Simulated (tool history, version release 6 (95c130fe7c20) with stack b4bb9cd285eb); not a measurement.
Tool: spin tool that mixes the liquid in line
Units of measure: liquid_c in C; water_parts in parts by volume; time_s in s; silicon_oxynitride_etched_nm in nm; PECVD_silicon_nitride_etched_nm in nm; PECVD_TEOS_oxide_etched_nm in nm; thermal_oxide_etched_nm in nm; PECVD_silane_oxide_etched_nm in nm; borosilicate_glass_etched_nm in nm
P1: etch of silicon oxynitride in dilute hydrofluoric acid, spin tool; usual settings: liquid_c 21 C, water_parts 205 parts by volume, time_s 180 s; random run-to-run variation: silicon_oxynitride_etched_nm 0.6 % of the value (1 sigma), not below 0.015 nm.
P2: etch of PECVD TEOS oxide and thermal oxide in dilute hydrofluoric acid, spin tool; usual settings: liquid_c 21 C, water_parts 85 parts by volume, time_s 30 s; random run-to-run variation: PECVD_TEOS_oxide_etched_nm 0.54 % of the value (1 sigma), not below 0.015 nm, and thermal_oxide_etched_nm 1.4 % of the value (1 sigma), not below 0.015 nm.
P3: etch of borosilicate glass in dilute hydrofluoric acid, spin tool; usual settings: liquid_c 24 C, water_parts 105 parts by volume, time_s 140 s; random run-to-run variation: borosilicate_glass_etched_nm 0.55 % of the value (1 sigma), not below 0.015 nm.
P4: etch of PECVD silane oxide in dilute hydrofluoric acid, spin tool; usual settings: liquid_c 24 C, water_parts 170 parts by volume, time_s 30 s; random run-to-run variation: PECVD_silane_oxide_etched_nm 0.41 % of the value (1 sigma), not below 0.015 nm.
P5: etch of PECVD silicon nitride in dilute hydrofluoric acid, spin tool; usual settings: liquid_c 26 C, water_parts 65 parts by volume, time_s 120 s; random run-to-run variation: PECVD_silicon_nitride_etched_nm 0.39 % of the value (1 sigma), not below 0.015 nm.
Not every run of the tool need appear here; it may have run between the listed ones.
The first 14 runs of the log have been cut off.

run    day  process  liquid_c  water_parts  time_s  hours since the thermometer was replaced  hours since the hydrofluoric acid flow meter was replaced  silicon_oxynitride_etched_nm  PECVD_silicon_nitride_etched_nm  PECVD_TEOS_oxide_etched_nm  thermal_oxide_etched_nm  PECVD_silane_oxide_etched_nm  borosilicate_glass_etched_nm
 15  3.879       P5        26           45     120                                     409.4                                                     1111.3                                                         13.476
 16  4.117       P3        24          105     140                                     415.1                                                       1117                                                                                                                                                                          43.763
 17  4.317       P1      28.5          205     180                                     419.9                                                     1121.8                        4.6982
 18  4.588       P4        24          170      15                                     426.4                                                     1128.3                                                                                                                                            2.9601
 19  4.858       P3        24          190     140                                     432.9                                                     1134.8                                                                                                                                                                          22.115
 20  5.192       P1        21          120     180                                     440.9                                                     1142.8                        6.0923
 21  5.396       P1        21          205     180                                     445.8                                                     1147.7                        3.3453
 22  5.575       P1        21          205     180                                     450.1                                                       1152                        3.3449
 23  5.762       P3        24          105      25                                     454.6                                                     1156.5                                                                                                                                                                          7.8391
 24  6.071       P1        21          205     180                                       462                                                     1163.9                        3.3664
 25  6.388       P5      29.5           65     120                                     469.6                                                     1171.5                                                         11.793
 26  6.588       P4        17          170      30                                     474.4                                                     1176.3                                                                                                                                            4.5111
 27  6.833       P1        21          370     180                                     480.3                                                     1182.2                        1.6995
 28  7.067       P1        21          205     180                                     485.9                                                     1187.8                        3.3646
 29  7.392       P2        21           85      65                                     493.7                                                     1195.6                                                                                     16.154                   3.3075
 30  7.562       P5        26           65     120                                     497.8                                                     1199.7                                                         9.3678
 31  7.879       P1        21          205     180                                     505.4                                                     1207.3                        3.3849
 32  8.138       P1        21          205     180                                     511.6                                                     1213.5                        3.5146
 33  8.404       P1        21          205     180                                       518                                                     1219.9                        3.6119
 34  8.604       P1        21          205     180                                     522.8                                                     1224.7                        3.6637
 35  8.938       P1        21          205     180                                     530.8                                                     1232.7                        3.7174
 36  9.217       P1        21          205     180                                     537.5                                                     1239.4                        3.6872

Expected results for the next run?
 37  9.542       P1        21          205     180                                     545.3                                                     1247.2                             ?

silicon_oxynitride_etched_nm: 3.6599 nm
